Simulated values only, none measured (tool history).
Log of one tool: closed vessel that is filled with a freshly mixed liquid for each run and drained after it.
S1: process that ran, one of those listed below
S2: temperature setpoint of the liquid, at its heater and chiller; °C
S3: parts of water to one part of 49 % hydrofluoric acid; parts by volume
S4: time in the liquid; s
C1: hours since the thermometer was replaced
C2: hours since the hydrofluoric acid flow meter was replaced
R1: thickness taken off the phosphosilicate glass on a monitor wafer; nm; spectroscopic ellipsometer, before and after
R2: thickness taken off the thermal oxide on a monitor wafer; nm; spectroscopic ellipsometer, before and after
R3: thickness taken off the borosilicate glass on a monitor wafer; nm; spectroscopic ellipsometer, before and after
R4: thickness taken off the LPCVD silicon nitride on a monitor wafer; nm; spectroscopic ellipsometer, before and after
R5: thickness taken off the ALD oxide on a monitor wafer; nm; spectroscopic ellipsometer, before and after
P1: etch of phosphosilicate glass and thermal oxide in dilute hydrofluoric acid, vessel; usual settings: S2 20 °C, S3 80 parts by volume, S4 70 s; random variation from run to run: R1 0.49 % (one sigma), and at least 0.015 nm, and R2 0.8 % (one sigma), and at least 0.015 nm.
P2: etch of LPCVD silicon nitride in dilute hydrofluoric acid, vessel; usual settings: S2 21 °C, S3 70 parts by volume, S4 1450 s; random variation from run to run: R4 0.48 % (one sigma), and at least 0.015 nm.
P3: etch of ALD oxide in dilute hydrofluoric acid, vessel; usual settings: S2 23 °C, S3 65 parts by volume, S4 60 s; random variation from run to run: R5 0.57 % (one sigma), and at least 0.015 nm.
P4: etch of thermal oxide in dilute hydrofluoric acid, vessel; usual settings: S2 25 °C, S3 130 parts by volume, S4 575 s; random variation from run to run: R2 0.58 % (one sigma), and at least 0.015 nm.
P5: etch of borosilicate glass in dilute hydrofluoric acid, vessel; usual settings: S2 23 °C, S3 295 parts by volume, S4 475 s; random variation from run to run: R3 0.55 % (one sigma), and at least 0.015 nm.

run,hour,S1,S2,S3,S4,C1,C2,R1,R2,R3,R4,R5
1,14.2,P1,20,80,70,1208.3,1264.5,45.794,3.4766,,,
2,22.3,P1,17,80,70,1216.4,1272.6,40.431,3.0486,,,
3,30.8,P4,25,25,575,1224.9,1281.1,,128.82,,,
4,41.2,P5,23,55,475,1235.3,1291.5,,,193.34,,
5,51.4,P1,20,40,70,1245.5,1301.7,96.897,7.342,,,
6,61.9,P2,21,30,1450,1256,1312.2,,,,19.249,
7,72.1,P4,17,130,575,1266.2,1322.4,,15.604,,,
8,81.1,P1,20,80,70,1275.2,1331.4,45.967,3.4847,,,
9,88.4,P3,23,115,60,1282.5,1338.7,,,,,8.0197
10,97.8,P1,20,130,70,1291.9,1348.1,26.497,2.0462,,,
11,109.4,P1,20,80,70,1303.5,1359.7,45.942,3.5016,,,
12,119.1,P3,17,65,60,1313.2,1369.4,,,,,11.723
13,130.7,P3,23,65,30,1324.8,1381,,,,,7.4422
14,139,P5,23,295,475,1333.1,1389.3,,,27.546,,
15,150.8,P1,25.5,80,70,1344.9,1401.1,57.361,4.3677,,,
16,158.3,P2,26.5,70,1450,1352.4,1408.6,,,,12.401,
17,169.7,P5,23,295,155,1363.8,1420,,,9.0055,,
18,177.5,P1,20,80,70,1371.6,1427.8,46.08,3.5387,,,
19,184.9,P4,25,130,170,1379,1435.2,,6.3617,,,
20,194.5,P1,20,120,125,1388.6,1444.8,52.579,3.9238,,,
21,202,P2,21,70,1450,1396.1,1452.3,,,,8.5233,
22,211.5,P2,21,70,45,1405.6,1461.8,,,,0.27645,
23,225.7,P4,25,130,575,1419.8,1476,,21.382,,,
24,232,P5,28.5,295,475,1426.1,1482.3,,,32.987,,
25,243.6,P1,20,80,30,1437.7,1493.9,19.632,1.501,,,
26,253,P3,23,65,60,1447.1,1503.3,,,,,15.005
27,264.7,P1,20,80,135,1458.8,1515,88.63,6.7916,,,
28,277.3,P2,21,70,1450,1471.4,1527.6,,,,8.5535,
29,291.7,P1,20,80,70,1485.8,1542,46.124,3.4987,,,
30,302.8,P1,20,80,70,1496.9,1553.1,46.689,3.5995,,,
31,311.4,P1,20,80,70,1505.5,1561.7,47.354,3.631,,,
32,320.2,P1,20,80,70,1514.3,1570.5,47.828,3.6508,,,
33,326.4,P1,20,80,70,1520.5,1576.7,48.494,3.67,,,
34,337,P1,20,80,70,1531.1,1587.3,48.595,3.7276,,,
35,346.5,P1,20,80,70,1540.6,1596.8,48.193,3.6586,,,

The next listed run, before its measurement:
36,355,P1,20,80,70,1549.1,1605.3,?,?,,,

{"run 36": {"R1": 48.876, "R2": 3.7022}}
